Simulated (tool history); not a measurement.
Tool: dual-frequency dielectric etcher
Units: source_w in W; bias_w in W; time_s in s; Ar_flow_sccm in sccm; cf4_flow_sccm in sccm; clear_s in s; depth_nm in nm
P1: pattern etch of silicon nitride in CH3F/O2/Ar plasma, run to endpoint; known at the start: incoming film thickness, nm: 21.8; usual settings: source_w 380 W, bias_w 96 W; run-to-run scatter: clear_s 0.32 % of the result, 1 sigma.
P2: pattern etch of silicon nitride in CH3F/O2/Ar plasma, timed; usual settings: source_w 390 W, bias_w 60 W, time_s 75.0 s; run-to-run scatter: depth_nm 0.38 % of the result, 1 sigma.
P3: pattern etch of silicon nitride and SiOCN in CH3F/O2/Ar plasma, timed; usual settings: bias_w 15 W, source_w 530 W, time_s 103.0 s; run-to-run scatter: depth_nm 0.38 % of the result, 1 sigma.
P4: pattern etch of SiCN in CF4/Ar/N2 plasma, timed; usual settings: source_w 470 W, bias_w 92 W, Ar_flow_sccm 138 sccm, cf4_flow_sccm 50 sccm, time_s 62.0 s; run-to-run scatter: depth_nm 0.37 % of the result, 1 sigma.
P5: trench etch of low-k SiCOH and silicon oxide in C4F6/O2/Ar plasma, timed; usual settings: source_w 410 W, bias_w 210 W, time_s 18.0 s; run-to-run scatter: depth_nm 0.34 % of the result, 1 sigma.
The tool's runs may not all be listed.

run     day  process  source_w  bias_w  time_s  Ar_flow_sccm  cf4_flow_sccm  hours since the last wet clean  hours since the last source power generator calibration  hours since the last bias power generator calibration  clear_s  depth_nm
  1   0.321       P1       380      96                                                                287.6                                                   2746.6                                                 1561.2   28.296
  2   0.779       P2       390      60    75.0                                                        298.6                                                   2757.6                                                 1572.2            47.5980
  3   1.158       P5       410     249    18.0                                                        307.7                                                   2766.7                                                 1581.3            61.2150
  4   1.454       P1       530      68                                                                314.8                                                   2773.8                                                 1588.4   28.199
  5   2.042       P1       380      96                                                                328.9                                                   2787.9                                                 1602.5   28.277
  6   2.362       P1       290      96                                                                336.6                                                   2795.6                                                 1610.2   31.422
  7   2.721       P1       490      96                                                                345.2                                                   2804.2                                                 1618.8   25.724
  8   3.029       P1       380      96                                                                352.6                                                   2811.6                                                 1626.2   28.331
  9   3.629       P1       380      63                                                                367.0                                                   2826.0                                                 1640.6   32.791
 10   4.000       P2       550      60    75.0                                                        375.9                                                   2834.9                                                 1649.5            54.5170
 11   4.621       P1       510      71                                                                390.8                                                   2849.8                                                 1664.4   28.197
 12   5.129       P3       530       8   103.0                                                        403.0                                                   2862.0                                                 1676.6            10.7260
 13   5.529       P5       410     210    23.0                                                        412.6                                                   2871.6                                                 1686.2            74.1940
 14   6.158       P4       470      92    62.0           172             50                           427.7                                                   2886.7                                                 1701.3            51.7370
 15   6.625       P4       470     130    62.0           138             50                           438.9                                                   2897.9                                                 1712.5            61.3130
 16   7.133       P1       380      96                                                                451.1                                                   2910.1                                                 1724.7   28.225
 17   7.608       P1       380      96                                                                462.5                                                   2921.5                                                 1736.1   28.127
 18   8.242       P1       490      64                                                                477.7                                                   2936.7                                                 1751.3   29.551
 19   8.633       P1       380      96                                                                487.1                                                   2946.1                                                 1760.7   28.241
 20   9.000       P3       530      15   103.0                                                        495.9                                                   2954.9                                                 1769.5            13.3520
 21   9.571       P4       470      92    76.0           138             50                           509.6                                                   2968.6                                                 1783.2            65.3250
 22  10.171       P2       390      72    75.0                                                        524.0                                                   2983.0                                                 1797.6            50.5860
 23  10.650       P3       530      15    73.0                                                        535.5                                                   2994.5                                                 1809.1             9.4599
 24  11.075       P4       470      92    62.0           138             37                           545.7                                                   3004.7                                                 1819.3            51.1770
 25  11.517       P5       300     210    18.0                                                        556.3                                                   3015.3                                                 1829.9            51.7260
 26  12.008       P4       320      92    62.0           138             50                           568.1                                                   3027.1                                                 1841.7            38.3040
 27  12.604       P2       390      60    75.0                                                        582.4                                                   3041.4                                                 1856.0            47.1520
 28  13.242       P1       380     127                                                                597.7                                                   3056.7                                                 1871.3   25.414
 29  13.638       P5       410     210    18.0                                                        607.2                                                   3066.2                                                 1880.8            58.3950
 30  14.296       P1       380      96                                                                623.0                                                   3082.0                                                 1896.6   28.214
 31  14.650       P2       390      60   106.5                                                        631.5                                                   3090.5                                                 1905.1            67.3400
 32  14.992       P3       730      15   103.0                                                        639.7                                                   3098.7                                                 1913.3            15.0370
 33  15.642       P4       470      92    62.0           138             50                           655.3                                                   3114.3                                                 1928.9            53.5200
 34  16.083       P1       380      96                                                                665.9                                                   3124.9                                                 1939.5   28.173
 35  16.462       P1       380      96                                                                675.0                                                   3134.0                                                 1948.6   28.102
 36  16.921       P1       380      96                                                                686.0                                                   3145.0                                                 1959.6   28.098
 37  17.417       P1       380      96                                                                697.9                                                   3156.9                                                 1971.5   27.778
 38  17.950       P1       380      96                                                                710.7                                                   3169.7                                                 1984.3   27.838
 39  18.258       P1       380      96                                                                718.1                                                   3177.1                                                 1991.7   27.680
     18.738  -- wet clean of the chamber
 40  18.875       P1       380      96                                                                  3.3                                                   3191.9                                                 2006.5   27.838
 41  19.171       P1       380      96                                                                 10.4                                                   3199.0                                                 2013.6   27.911
 42  19.825       P1       380      96                                                                 26.1                                                   3214.7                                                 2029.3   27.942
 43  20.212       P1       380      96                                                                 35.4                                                   3224.0                                                 2038.6   27.804

What P1 gives has crept away from where it was. These 2 causes fit the log equally well, each at the size given:
A: source power that arrives over what is set, % = 4.77
B: bias power that arrives over what is set, % = 4.85
The creep began at about day 16.083.
Why every other cause is out:
chamber walls in a state that raises the etch rate, %: serviced at day 18.738, which brought nothing back

4 check runs are offered, each on 2 wafers whose results are averaged, their results left as question marks. Which one tells the causes apart?
check 1  20.600       P2       390      60    75.0                                                                                                                                                                                               ?
check 2  20.600       P4       470      92    62.0           138             50                                                                                                                                                                  ?
check 3  20.600       P3       530      15   103.0                                                                                                                                                                                               ?
check 4  20.600       P5       410     210    18.0                                                                                                                                                                                               ?

What each check would give under each cause:
  check    result     if A     if B
check 1  depth_nm  48.2840  48.1770
check 2  depth_nm  55.5300  54.3690
check 3  depth_nm  13.5630  13.5870
check 4  depth_nm  59.1700  59.0220
How far apart the two closest causes lie, in the result that separates them most: check 1 0.22 %; check 2 2.11 %; check 3 0.18 %; check 4 0.25 %
Only check 2 tells the causes apart: in the others they would give nearly the same result.

Then check 2 was run and gave: depth_nm 55.5530 nm. Which cause is it?

It is A: source power that arrives over what is set, %.
